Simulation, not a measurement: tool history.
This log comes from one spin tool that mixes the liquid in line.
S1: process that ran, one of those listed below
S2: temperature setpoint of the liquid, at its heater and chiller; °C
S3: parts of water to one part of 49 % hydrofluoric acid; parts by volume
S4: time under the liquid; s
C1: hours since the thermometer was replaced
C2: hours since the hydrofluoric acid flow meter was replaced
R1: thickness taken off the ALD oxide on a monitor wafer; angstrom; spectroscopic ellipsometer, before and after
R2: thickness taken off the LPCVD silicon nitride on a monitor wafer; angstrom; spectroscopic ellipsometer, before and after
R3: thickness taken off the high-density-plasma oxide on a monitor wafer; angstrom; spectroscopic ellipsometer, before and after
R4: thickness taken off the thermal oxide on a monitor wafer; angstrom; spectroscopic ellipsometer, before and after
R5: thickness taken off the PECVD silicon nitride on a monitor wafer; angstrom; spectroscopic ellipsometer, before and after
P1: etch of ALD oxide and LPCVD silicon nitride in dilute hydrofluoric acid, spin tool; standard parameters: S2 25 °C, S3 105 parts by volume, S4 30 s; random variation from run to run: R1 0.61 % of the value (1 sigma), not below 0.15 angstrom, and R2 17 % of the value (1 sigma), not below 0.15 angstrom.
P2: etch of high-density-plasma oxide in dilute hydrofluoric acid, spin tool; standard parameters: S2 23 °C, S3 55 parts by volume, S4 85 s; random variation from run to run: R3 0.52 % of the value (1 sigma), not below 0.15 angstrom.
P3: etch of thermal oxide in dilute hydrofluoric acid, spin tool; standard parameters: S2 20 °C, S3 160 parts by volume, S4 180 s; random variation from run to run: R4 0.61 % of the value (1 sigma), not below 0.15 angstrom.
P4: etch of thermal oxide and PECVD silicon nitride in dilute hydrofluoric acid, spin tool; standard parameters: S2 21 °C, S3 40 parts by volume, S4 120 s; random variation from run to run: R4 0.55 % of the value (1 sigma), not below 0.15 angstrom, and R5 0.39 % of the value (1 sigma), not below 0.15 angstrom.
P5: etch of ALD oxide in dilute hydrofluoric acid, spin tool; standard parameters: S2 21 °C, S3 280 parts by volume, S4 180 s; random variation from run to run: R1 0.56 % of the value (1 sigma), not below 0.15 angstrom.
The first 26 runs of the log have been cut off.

run 27 hour=85.1 | S1=P1 S2=25 S3=160 S4=30 | C1=357.8 C2=535.8 | R1=33.549 R2=0.79867
run 28 hour=87.3 | S1=P4 S2=17 S3=40 S4=120 | C1=360 C2=538 | R4=107.67 R5=71.761
run 29 hour=91.4 | S1=P3 S2=20 S3=160 S4=180 | C1=364.1 C2=542.1 | R4=44.561
run 30 hour=93.5 | S1=P3 S2=20 S3=35 S4=180 | C1=366.2 C2=544.2 | R4=234.74
run 31 hour=96.5 | S1=P3 S2=27 S3=160 S4=180 | C1=369.2 C2=547.2 | R4=58.063
run 32 hour=99.6 | S1=P1 S2=25 S3=105 S4=30 | C1=372.3 C2=550.3 | R1=54.257 R2=1.6392
run 33 hour=102.9 | S1=P1 S2=25 S3=105 S4=30 | C1=375.6 C2=553.6 | R1=57.05 R2=1.4748
run 34 hour=106.5 | S1=P1 S2=25 S3=105 S4=30 | C1=379.2 C2=557.2 | R1=58.129 R2=1.1255
run 35 hour=109.3 | S1=P1 S2=25 S3=105 S4=30 | C1=382 C2=560 | R1=58.385 R2=1.9612
run 36 hour=111.8 | S1=P1 S2=25 S3=105 S4=30 | C1=384.5 C2=562.5 | R1=59.408 R2=1.3837

Run 37, settings as shown, results not yet in. Your forecast:
run 37 hour=114.3 | S1=P1 S2=25 S3=105 S4=30 | C1=387 C2=565 | R1=? R2=?

Run 37 gave R1 59.408 angstrom, R2 1.6296 angstrom.
